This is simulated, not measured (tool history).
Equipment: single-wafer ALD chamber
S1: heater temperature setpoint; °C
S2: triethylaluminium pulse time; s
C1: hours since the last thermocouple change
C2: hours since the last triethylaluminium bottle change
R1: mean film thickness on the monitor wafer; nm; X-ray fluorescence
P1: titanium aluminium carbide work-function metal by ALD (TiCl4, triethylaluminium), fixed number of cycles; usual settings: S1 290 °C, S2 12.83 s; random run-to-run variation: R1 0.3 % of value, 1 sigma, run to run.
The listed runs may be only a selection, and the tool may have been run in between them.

{"run": 1, "day": 0.183, "S1": 290, "S2": 12.83, "C1": 1114.4, "C2": 325.2, "R1": 1.911}
{"run": 2, "day": 0.321, "S1": 290, "S2": 12.83, "C1": 1117.7, "C2": 328.5, "R1": 1.9258}
{"run": 3, "day": 0.446, "S1": 269, "S2": 12.83, "C1": 1120.7, "C2": 331.5, "R1": 1.7493}
{"run": 4, "day": 0.629, "S1": 290, "S2": 12.83, "C1": 1125.1, "C2": 335.9, "R1": 1.9126}
{"run": 5, "day": 0.821, "S1": 290, "S2": 4.71, "C1": 1129.7, "C2": 340.5, "R1": 1.5586}
{"day": 0.825, "done": "triethylaluminium bottle replaced"}
{"run": 6, "day": 0.938, "S1": 290, "S2": 12.83, "C1": 1132.5, "C2": 2.7, "R1": 1.9254}
{"run": 7, "day": 1.117, "S1": 314, "S2": 12.83, "C1": 1136.8, "C2": 7.0, "R1": 2.1378}
{"run": 8, "day": 1.258, "S1": 290, "S2": 19.42, "C1": 1140.2, "C2": 10.4, "R1": 1.945}
{"run": 9, "day": 1.375, "S1": 274, "S2": 6.43, "C1": 1143.0, "C2": 13.2, "R1": 1.6114}
{"run": 10, "day": 1.575, "S1": 290, "S2": 12.83, "C1": 1147.8, "C2": 18.0, "R1": 1.914}
{"run": 11, "day": 1.683, "S1": 290, "S2": 12.83, "C1": 1150.4, "C2": 20.6, "R1": 1.9099}
{"run": 12, "day": 1.85, "S1": 290, "S2": 12.83, "C1": 1154.4, "C2": 24.6, "R1": 1.901}

What does the tool deliver on the next run?
{"run": 13, "day": 2.088, "S1": 290, "S2": 12.83, "C1": 1160.1, "C2": 30.3, "R1": "?"}

Run 13 came out at R1 1.8885 nm.
